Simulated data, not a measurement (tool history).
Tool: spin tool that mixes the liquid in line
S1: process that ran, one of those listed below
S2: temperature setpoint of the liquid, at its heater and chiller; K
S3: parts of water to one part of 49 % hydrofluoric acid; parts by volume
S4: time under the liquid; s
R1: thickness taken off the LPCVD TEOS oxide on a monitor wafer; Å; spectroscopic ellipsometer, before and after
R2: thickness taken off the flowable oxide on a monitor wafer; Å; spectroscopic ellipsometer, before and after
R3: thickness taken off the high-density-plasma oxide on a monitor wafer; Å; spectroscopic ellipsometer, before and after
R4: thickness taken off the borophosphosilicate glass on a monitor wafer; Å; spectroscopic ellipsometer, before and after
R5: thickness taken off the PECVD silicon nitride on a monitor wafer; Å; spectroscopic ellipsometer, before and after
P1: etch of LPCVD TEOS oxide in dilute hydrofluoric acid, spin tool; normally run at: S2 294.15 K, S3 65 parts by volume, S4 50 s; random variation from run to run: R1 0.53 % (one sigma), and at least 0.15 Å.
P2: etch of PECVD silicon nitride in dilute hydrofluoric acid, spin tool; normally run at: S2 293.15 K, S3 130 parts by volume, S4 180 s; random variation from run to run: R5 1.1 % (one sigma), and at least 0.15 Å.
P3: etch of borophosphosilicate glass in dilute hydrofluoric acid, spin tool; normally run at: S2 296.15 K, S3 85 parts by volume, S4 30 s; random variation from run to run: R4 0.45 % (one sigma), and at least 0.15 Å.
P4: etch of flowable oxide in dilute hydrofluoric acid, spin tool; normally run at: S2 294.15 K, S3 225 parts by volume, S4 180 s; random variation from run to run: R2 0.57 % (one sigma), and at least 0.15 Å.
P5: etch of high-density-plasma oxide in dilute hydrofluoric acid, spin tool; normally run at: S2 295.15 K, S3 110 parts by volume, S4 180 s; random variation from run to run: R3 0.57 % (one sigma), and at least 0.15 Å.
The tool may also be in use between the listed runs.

run 1 day=0.612 | S1=P1 S2=294.15 S3=65 S4=50 | R1=120.600
run 2 day=1.142 | S1=P4 S2=290.15 S3=225 S4=180 | R2=262.760
run 3 day=1.800 | S1=P5 S2=295.15 S3=110 S4=180 | R3=144.32
run 4 day=2.142 | S1=P3 S2=296.15 S3=85 S4=30 | R4=153.600
run 5 day=2.554 | S1=P1 S2=290.15 S3=65 S4=50 | R1=102.350
run 6 day=2.896 | S1=P1 S2=294.15 S3=65 S4=50 | R1=120.710
run 7 day=3.554 | S1=P4 S2=294.15 S3=225 S4=180 | R2=306.220
run 8 day=4.012 | S1=P1 S2=294.15 S3=65 S4=25 | R1=59.809
run 9 day=4.475 | S1=P4 S2=294.15 S3=225 S4=180 | R2=307.950
run 10 day=4.921 | S1=P1 S2=294.15 S3=65 S4=50 | R1=120.740
run 11 day=5.454 | S1=P3 S2=296.15 S3=135 S4=30 | R4=91.908
run 12 day=5.938 | S1=P1 S2=294.15 S3=65 S4=85 | R1=204.300
run 13 day=6.308 | S1=P2 S2=293.15 S3=130 S4=320 | R5=38.942
run 14 day=6.871 | S1=P1 S2=294.15 S3=20 S4=50 | R1=411.240
run 15 day=7.225 | S1=P1 S2=290.15 S3=65 S4=90 | R1=181.040
run 16 day=7.692 | S1=P5 S2=295.15 S3=45 S4=180 | R3=380.72
run 17 day=8.283 | S1=P1 S2=294.15 S3=65 S4=50 | R1=119.200
run 18 day=8.808 | S1=P2 S2=293.15 S3=40 S4=180 | R5=67.026
run 19 day=9.479 | S1=P1 S2=294.15 S3=110 S4=50 | R1=66.631
run 20 day=9.958 | S1=P2 S2=290.15 S3=130 S4=180 | R5=17.215
run 21 day=10.346 | S1=P1 S2=299.15 S3=65 S4=50 | R1=145.940
run 22 day=10.858 | S1=P4 S2=294.15 S3=45 S4=180 | R2=1855.800
run 23 day=11.212 | S1=P4 S2=294.15 S3=225 S4=40 | R2=67.993
-- day=11.800 thermometer replaced
run 24 day=11.804 | S1=P5 S2=295.15 S3=110 S4=55 | R3=44.26
run 25 day=12.175 | S1=P3 S2=296.15 S3=85 S4=60 | R4=307.940
run 26 day=12.754 | S1=P2 S2=293.15 S3=130 S4=180 | R5=21.684
run 27 day=13.183 | S1=P1 S2=294.15 S3=65 S4=50 | R1=120.490

Run 28 comes next. What will it give?
run 28 day=13.550 | S1=P5 S2=291.15 S3=110 S4=180 | R3=?

{"run 28": {"R3": 123.13}}
